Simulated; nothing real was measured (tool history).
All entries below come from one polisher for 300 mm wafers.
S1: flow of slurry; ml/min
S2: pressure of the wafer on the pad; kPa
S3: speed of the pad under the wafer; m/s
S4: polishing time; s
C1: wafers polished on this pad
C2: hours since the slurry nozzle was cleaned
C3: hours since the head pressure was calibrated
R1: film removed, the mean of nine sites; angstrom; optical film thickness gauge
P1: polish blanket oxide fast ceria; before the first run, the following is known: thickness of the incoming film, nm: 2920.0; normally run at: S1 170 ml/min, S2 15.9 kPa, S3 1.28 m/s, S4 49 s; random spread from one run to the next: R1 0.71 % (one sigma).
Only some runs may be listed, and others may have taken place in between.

{"run": 1, "day": 0.454, "S1": 170, "S2": 15.9, "S3": 1.28, "S4": 49, "C1": 391, "C2": 101.1, "C3": 283.6, "R1": 9194.6}
{"run": 2, "day": 1.054, "S1": 170, "S2": 15.9, "S3": 0.62, "S4": 49, "C1": 535, "C2": 115.5, "C3": 298.0, "R1": 4499.0}
{"run": 3, "day": 1.358, "S1": 170, "S2": 15.9, "S3": 1.28, "S4": 49, "C1": 608, "C2": 122.8, "C3": 305.3, "R1": 9243.1}
{"run": 4, "day": 1.717, "S1": 100, "S2": 15.9, "S3": 1.28, "S4": 49, "C1": 694, "C2": 131.4, "C3": 313.9, "R1": 8238.8}
{"run": 5, "day": 2.4, "S1": 170, "S2": 15.9, "S3": 1.28, "S4": 49, "C1": 858, "C2": 147.8, "C3": 330.3, "R1": 9392.8}
{"run": 6, "day": 3.071, "S1": 170, "S2": 15.9, "S3": 1.82, "S4": 49, "C1": 1019, "C2": 163.9, "C3": 346.4, "R1": 13092.0}
{"run": 7, "day": 3.383, "S1": 270, "S2": 15.9, "S3": 1.28, "S4": 49, "C1": 1093, "C2": 171.4, "C3": 353.9, "R1": 9737.1}
{"run": 8, "day": 4.012, "S1": 170, "S2": 15.9, "S3": 1.28, "S4": 49, "C1": 1244, "C2": 186.5, "C3": 369.0, "R1": 9285.5}
{"day": 4.017, "done": "head pressure recalibrated"}
{"run": 9, "day": 4.629, "S1": 170, "S2": 15.9, "S3": 1.28, "S4": 49, "C1": 1392, "C2": 201.3, "C3": 14.7, "R1": 9309.9}
{"run": 10, "day": 4.938, "S1": 170, "S2": 15.9, "S3": 1.28, "S4": 70, "C1": 1466, "C2": 208.7, "C3": 22.1, "R1": 13119.0}
{"run": 11, "day": 5.275, "S1": 170, "S2": 24.8, "S3": 1.28, "S4": 49, "C1": 1547, "C2": 216.8, "C3": 30.2, "R1": 14618.0}
{"run": 12, "day": 5.967, "S1": 245, "S2": 15.9, "S3": 1.28, "S4": 65, "C1": 1713, "C2": 233.4, "C3": 46.8, "R1": 13093.0}
{"run": 13, "day": 6.325, "S1": 170, "S2": 6.9, "S3": 1.28, "S4": 49, "C1": 1798, "C2": 242.0, "C3": 55.4, "R1": 4094.2}
{"run": 14, "day": 6.733, "S1": 170, "S2": 15.9, "S3": 1.28, "S4": 33, "C1": 1896, "C2": 251.8, "C3": 65.2, "R1": 6254.7}
{"run": 15, "day": 7.138, "S1": 170, "S2": 15.9, "S3": 1.28, "S4": 49, "C1": 1993, "C2": 261.5, "C3": 74.9, "R1": 9329.0}
{"run": 16, "day": 7.604, "S1": 170, "S2": 15.9, "S3": 1.28, "S4": 49, "C1": 2105, "C2": 272.7, "C3": 86.1, "R1": 9125.8}
{"run": 17, "day": 8.029, "S1": 170, "S2": 15.9, "S3": 1.28, "S4": 49, "C1": 2207, "C2": 282.9, "C3": 96.3, "R1": 8924.5}
{"run": 18, "day": 8.438, "S1": 170, "S2": 15.9, "S3": 1.28, "S4": 49, "C1": 2305, "C2": 292.7, "C3": 106.1, "R1": 8838.8}
{"run": 19, "day": 8.796, "S1": 170, "S2": 15.9, "S3": 1.28, "S4": 49, "C1": 2391, "C2": 301.3, "C3": 114.7, "R1": 8789.4}
{"run": 20, "day": 9.458, "S1": 170, "S2": 15.9, "S3": 1.28, "S4": 49, "C1": 2549, "C2": 317.2, "C3": 130.6, "R1": 8744.7}
{"day": 9.725, "done": "worn pad replaced by a new one"}
{"run": 21, "day": 10.108, "S1": 170, "S2": 15.9, "S3": 1.28, "S4": 49, "C1": 92, "C2": 332.8, "C3": 146.2, "R1": 8635.6}
{"run": 22, "day": 10.796, "S1": 170, "S2": 15.9, "S3": 1.28, "S4": 49, "C1": 257, "C2": 349.3, "C3": 162.7, "R1": 8539.6}
{"run": 23, "day": 11.229, "S1": 170, "S2": 15.9, "S3": 1.28, "S4": 49, "C1": 361, "C2": 359.7, "C3": 173.1, "R1": 8564.6}

Expected results for the next run?
{"run": 24, "day": 11.788, "S1": 170, "S2": 15.9, "S3": 1.28, "S4": 49, "C1": 495, "C2": 373.1, "C3": 186.5, "R1": "?"}

R1: 8487.4 angstrom
